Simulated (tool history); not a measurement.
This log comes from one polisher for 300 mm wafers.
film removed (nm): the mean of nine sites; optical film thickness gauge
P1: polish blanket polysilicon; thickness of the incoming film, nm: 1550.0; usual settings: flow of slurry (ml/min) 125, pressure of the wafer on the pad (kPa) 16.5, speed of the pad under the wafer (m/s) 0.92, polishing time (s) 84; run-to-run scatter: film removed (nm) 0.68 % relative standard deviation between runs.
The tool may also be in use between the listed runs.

| run | hour | flow of slurry (ml/min) | pressure of the wafer on the pad (kPa) | speed of the pad under the wafer (m/s) | polishing time (s) | wafers polished on this pad | hours since the slurry nozzle was cleaned | hours since the head pressure was calibrated | film removed (nm) |
|---|---|---|---|---|---|---|---|---|---|
| 1 | 6.7 | 125 | 16.5 | 0.92 | 84 | 394 | 181.1 | 446.8 | 514.09 |
| 2 | 14.6 | 125 | 16.5 | 0.92 | 84 | 455 | 189 | 454.7 | 518.82 |
| 3 | 20.7 | 125 | 16.5 | 0.92 | 84 | 502 | 195.1 | 460.8 | 521.57 |
| 4 | 26.6 | 125 | 16.5 | 1.28 | 84 | 547 | 201 | 466.7 | 720.93 |
| 5 | 33.9 | 165 | 16.5 | 0.92 | 84 | 604 | 208.3 | 474 | 541.68 |
| 6 | 44.2 | 125 | 9 | 0.92 | 58 | 683 | 218.6 | 484.3 | 191.13 |
| 7 | 53.9 | 125 | 16.5 | 0.92 | 84 | 758 | 228.3 | 494 | 512.89 |
| 8 | 63.7 | 125 | 16.5 | 0.92 | 125 | 833 | 238.1 | 503.8 | 767.74 |
| 9 | 75.3 | 125 | 25.5 | 0.92 | 84 | 923 | 249.7 | 515.4 | 798.51 |
| 10 | 86.7 | 125 | 8.3 | 0.92 | 84 | 1011 | 261.1 | 526.8 | 256.95 |
| 11 | 97.1 | 75 | 16.5 | 0.92 | 84 | 1091 | 271.5 | 537.2 | 450.89 |
| 12 | 103.8 | 125 | 16.5 | 0.92 | 38 | 1142 | 278.2 | 543.9 | 231.63 |
| 13 | 115.5 | 125 | 16.5 | 0.46 | 84 | 1232 | 289.9 | 555.6 | 258.77 |
| 14 | 123.4 | 125 | 16.5 | 0.92 | 84 | 1293 | 297.8 | 563.5 | 519.4 |
| 15 | 129.5 | 125 | 16.5 | 0.92 | 84 | 1340 | 303.9 | 569.6 | 508.49 |
| 16 | 139.9 | 125 | 16.5 | 0.92 | 84 | 1420 | 314.3 | 580 | 500.02 |
| 17 | 148.7 | 125 | 16.5 | 0.92 | 84 | 1488 | 323.1 | 588.8 | 488 |
| 18 | 157.9 | 125 | 16.5 | 0.92 | 84 | 1559 | 332.3 | 598 | 484.05 |
|  | 162.5 | worn pad replaced by a new one |
| 19 | 169.2 | 125 | 16.5 | 0.92 | 84 | 51 | 343.6 | 609.3 | 476.7 |

Estimate the outcome of run 20 from the log above:
| 20 | 176.5 | 125 | 16.5 | 0.92 | 84 | 107 | 350.9 | 616.6 | ? |

film removed (nm): 480.23
